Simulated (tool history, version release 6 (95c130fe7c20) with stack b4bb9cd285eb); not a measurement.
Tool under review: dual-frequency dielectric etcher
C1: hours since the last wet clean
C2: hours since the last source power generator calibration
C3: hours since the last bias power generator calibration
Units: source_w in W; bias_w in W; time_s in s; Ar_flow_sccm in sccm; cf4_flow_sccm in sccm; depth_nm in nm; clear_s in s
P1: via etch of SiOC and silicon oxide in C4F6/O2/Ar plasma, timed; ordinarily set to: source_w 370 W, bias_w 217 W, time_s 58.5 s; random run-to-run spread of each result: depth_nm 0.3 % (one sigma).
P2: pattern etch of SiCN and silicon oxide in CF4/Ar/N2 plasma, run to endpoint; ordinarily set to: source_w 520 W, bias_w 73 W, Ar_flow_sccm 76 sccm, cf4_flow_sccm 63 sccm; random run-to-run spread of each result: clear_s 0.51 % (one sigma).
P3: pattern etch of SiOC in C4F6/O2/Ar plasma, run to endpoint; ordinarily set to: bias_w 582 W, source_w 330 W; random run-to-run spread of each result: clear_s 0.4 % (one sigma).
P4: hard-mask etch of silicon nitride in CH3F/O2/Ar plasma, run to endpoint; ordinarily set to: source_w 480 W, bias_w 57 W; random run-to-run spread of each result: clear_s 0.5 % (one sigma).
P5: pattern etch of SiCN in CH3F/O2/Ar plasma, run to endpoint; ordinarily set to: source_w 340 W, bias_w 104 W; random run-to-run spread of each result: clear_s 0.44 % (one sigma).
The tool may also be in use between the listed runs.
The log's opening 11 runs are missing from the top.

Run 12, hour 33.6: process P1, source_w 370 W, bias_w 167 W, time_s 58.5 s; C1 398; C2 2538; C3 1713.9. Result: depth_nm 63.442 nm.
Run 13, hour 37.8: process P3, source_w 450 W, bias_w 582 W; C1 402.2; C2 2542.2; C3 1718.1. Result: clear_s 10.569 s.
Run 14, hour 41.7: process P1, source_w 370 W, bias_w 217 W, time_s 58.5 s; C1 406.1; C2 2546.1; C3 1722. Result: depth_nm 69.097 nm.
Run 15, hour 44.1: process P1, source_w 240 W, bias_w 217 W, time_s 58.5 s; C1 408.5; C2 2548.5; C3 1724.4. Result: depth_nm 58.274 nm.
Run 16, hour 47.2: process P5, source_w 340 W, bias_w 141 W; C1 411.6; C2 2551.6; C3 1727.5. Result: clear_s 23.516 s.
Run 17, hour 50.4: process P3, source_w 330 W, bias_w 819 W; C1 414.8; C2 2554.8; C3 1730.7. Result: clear_s 10.275 s.
Run 18, hour 52.6: process P2, source_w 520 W, bias_w 73 W, Ar_flow_sccm 76 sccm, cf4_flow_sccm 63 sccm; C1 417; C2 2557; C3 1732.9. Result: clear_s 10.973 s.
Run 19, hour 55.9: process P2, source_w 520 W, bias_w 95 W, Ar_flow_sccm 76 sccm, cf4_flow_sccm 63 sccm; C1 420.3; C2 2560.3; C3 1736.2. Result: clear_s 10.071 s.
Run 20, hour 58: process P3, source_w 330 W, bias_w 582 W; C1 422.4; C2 2562.4; C3 1738.3. Result: clear_s 11.806 s.
Run 21, hour 60.4: process P1, source_w 450 W, bias_w 217 W, time_s 58.5 s; C1 424.8; C2 2564.8; C3 1740.7. Result: depth_nm 73.843 nm.
Run 22, hour 62.8: process P4, source_w 640 W, bias_w 57 W; C1 427.2; C2 2567.2; C3 1743.1. Result: clear_s 70.112 s.
Run 23, hour 65.3: process P2, source_w 520 W, bias_w 73 W, Ar_flow_sccm 76 sccm, cf4_flow_sccm 63 sccm; C1 429.7; C2 2569.7; C3 1745.6. Result: clear_s 11.03 s.
Run 24, hour 67.6: process P1, source_w 370 W, bias_w 277 W, time_s 82 s; C1 432; C2 2572; C3 1747.9. Result: depth_nm 104.72 nm.
Run 25, hour 69.8: process P5, source_w 450 W, bias_w 104 W; C1 434.2; C2 2574.2; C3 1750.1. Result: clear_s 24.019 s.
Run 26, hour 71.8: process P2, source_w 650 W, bias_w 73 W, Ar_flow_sccm 76 sccm, cf4_flow_sccm 63 sccm; C1 436.2; C2 2576.2; C3 1752.1. Result: clear_s 9.0171 s.
Run 27, hour 75.4: process P2, source_w 520 W, bias_w 73 W, Ar_flow_sccm 106 sccm, cf4_flow_sccm 63 sccm; C1 439.8; C2 2579.8; C3 1755.7. Result: clear_s 11.629 s.
Run 28, hour 78.7: process P1, source_w 370 W, bias_w 217 W, time_s 58.5 s; C1 443.1; C2 2583.1; C3 1759. Result: depth_nm 68.93 nm.

What will run 29 give?
Run 29, hour 80.9: process P1, source_w 370 W, bias_w 217 W, time_s 58.5 s; C1 445.3; C2 2585.3; C3 1761.2. Result: depth_nm ?.

{"run 29": {"depth_nm": 68.552}}

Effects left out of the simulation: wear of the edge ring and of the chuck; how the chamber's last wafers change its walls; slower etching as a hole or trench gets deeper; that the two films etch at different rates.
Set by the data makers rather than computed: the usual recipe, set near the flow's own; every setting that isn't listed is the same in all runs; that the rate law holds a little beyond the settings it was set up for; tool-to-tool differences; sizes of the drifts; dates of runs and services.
